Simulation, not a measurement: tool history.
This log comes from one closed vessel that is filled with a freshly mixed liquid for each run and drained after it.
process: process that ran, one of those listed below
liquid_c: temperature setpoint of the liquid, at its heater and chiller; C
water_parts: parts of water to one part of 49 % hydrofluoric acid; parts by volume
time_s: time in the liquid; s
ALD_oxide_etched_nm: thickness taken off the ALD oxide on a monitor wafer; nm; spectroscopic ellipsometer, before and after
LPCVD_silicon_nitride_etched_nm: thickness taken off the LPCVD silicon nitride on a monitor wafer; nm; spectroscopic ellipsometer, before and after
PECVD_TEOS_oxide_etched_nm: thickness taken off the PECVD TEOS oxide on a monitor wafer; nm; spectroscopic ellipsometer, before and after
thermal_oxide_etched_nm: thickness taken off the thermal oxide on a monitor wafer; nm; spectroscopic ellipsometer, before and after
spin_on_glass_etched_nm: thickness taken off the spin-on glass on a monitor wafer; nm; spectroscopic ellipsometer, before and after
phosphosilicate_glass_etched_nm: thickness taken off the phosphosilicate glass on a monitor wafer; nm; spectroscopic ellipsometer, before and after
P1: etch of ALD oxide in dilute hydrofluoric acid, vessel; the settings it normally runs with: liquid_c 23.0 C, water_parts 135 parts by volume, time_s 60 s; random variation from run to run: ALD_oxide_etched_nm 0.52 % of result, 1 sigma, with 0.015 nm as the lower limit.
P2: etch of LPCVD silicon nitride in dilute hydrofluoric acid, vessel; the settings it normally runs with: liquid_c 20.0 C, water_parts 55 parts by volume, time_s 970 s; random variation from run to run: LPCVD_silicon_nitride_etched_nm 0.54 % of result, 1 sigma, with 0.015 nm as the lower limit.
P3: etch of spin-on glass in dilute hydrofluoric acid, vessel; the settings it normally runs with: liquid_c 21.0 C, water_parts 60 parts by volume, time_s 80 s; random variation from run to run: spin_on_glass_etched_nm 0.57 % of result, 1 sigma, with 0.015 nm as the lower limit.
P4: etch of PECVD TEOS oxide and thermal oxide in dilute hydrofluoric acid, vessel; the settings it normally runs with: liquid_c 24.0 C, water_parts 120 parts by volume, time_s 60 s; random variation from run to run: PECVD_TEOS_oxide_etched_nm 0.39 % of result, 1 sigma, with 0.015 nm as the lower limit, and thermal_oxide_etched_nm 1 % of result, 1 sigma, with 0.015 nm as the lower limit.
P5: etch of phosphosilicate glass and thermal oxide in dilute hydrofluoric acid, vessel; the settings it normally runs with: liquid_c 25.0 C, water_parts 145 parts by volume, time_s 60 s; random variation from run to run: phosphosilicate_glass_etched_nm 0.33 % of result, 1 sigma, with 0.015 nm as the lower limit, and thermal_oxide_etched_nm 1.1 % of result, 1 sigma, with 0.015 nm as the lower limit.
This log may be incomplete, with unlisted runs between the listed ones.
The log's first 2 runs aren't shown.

| run | hour | process | liquid_c | water_parts | time_s | hours since the thermometer was replaced | hours since the hydrofluoric acid flow meter was replaced | ALD_oxide_etched_nm | LPCVD_silicon_nitride_etched_nm | PECVD_TEOS_oxide_etched_nm | thermal_oxide_etched_nm | spin_on_glass_etched_nm | phosphosilicate_glass_etched_nm |
|---|---|---|---|---|---|---|---|---|---|---|---|---|---|
| 3 | 9.2 | P4 | 17.0 | 120 | 60 | 169.4 | 217.9 |  |  | 5.0812 | 1.71720 |  |  |
| 4 | 13.0 | P3 | 21.0 | 60 | 80 | 173.2 | 221.7 |  |  |  |  | 57.710 |  |
| 5 | 17.0 | P3 | 21.0 | 35 | 80 | 177.2 | 225.7 |  |  |  |  | 100.850 |  |
| 6 | 19.0 | P5 | 25.0 | 145 | 60 | 179.2 | 227.7 |  |  |  | 1.84860 |  | 25.110 |
| 7 | 22.6 | P1 | 23.0 | 135 | 100 | 182.8 | 231.3 | 16.7000 |  |  |  |  |  |
| 8 | 26.3 | P1 | 19.5 | 135 | 60 | 186.5 | 235.0 | 8.7825 |  |  |  |  |  |
| 9 | 30.7 | P1 | 23.0 | 135 | 60 | 190.9 | 239.4 | 10.0040 |  |  |  |  |  |
| 10 | 34.3 | P3 | 17.0 | 60 | 80 | 194.5 | 243.0 |  |  |  |  | 48.314 |  |
| 11 | 38.2 | P2 | 20.0 | 100 | 970 | 198.4 | 246.9 |  | 3.9226 |  |  |  |  |
| 12 | 41.8 | P1 | 19.5 | 25 | 60 | 202.0 | 250.5 | 53.1100 |  |  |  |  |  |
| 13 | 45.6 | P4 | 24.0 | 120 | 60 | 205.8 | 254.3 |  |  | 6.7811 | 2.21990 |  |  |
| 14 | 48.3 | P1 | 23.0 | 135 | 60 | 208.5 | 257.0 | 10.0270 |  |  |  |  |  |
| 15 | 50.8 | P5 | 33.0 | 145 | 60 | 211.0 | 259.5 |  |  |  | 2.50760 |  | 33.863 |
| 16 | 54.1 | P4 | 24.0 | 45 | 60 | 214.3 | 262.8 |  |  | 19.8170 | 6.58630 |  |  |
| 17 | 56.3 | P1 | 23.0 | 35 | 60 | 216.5 | 265.0 | 43.3430 |  |  |  |  |  |
| 18 | 59.7 | P4 | 24.0 | 120 | 60 | 219.9 | 268.4 |  |  | 6.7198 | 2.20480 |  |  |
| 19 | 63.5 | P5 | 25.0 | 145 | 30 | 223.7 | 272.2 |  |  |  | 0.94935 |  | 12.591 |
| 20 | 65.7 | P1 | 23.0 | 250 | 60 | 225.9 | 274.4 | 4.8050 |  |  |  |  |  |
| 21 | 70.0 | P2 | 20.0 | 55 | 970 | 230.2 | 278.7 |  | 6.9532 |  |  |  |  |
| 22 | 72.7 | P1 | 23.0 | 135 | 60 | 232.9 | 281.4 | 9.9421 |  |  |  |  |  |
| 23 | 77.1 | P1 | 23.0 | 135 | 60 | 237.3 | 285.8 | 10.0670 |  |  |  |  |  |

Run 24 comes next. What will it give?
| 24 | 81.7 | P1 | 23.0 | 135 | 30 | 241.9 | 290.4 | ? |  |  |  |  |  |

ALD_oxide_etched_nm: 5.0130 nm
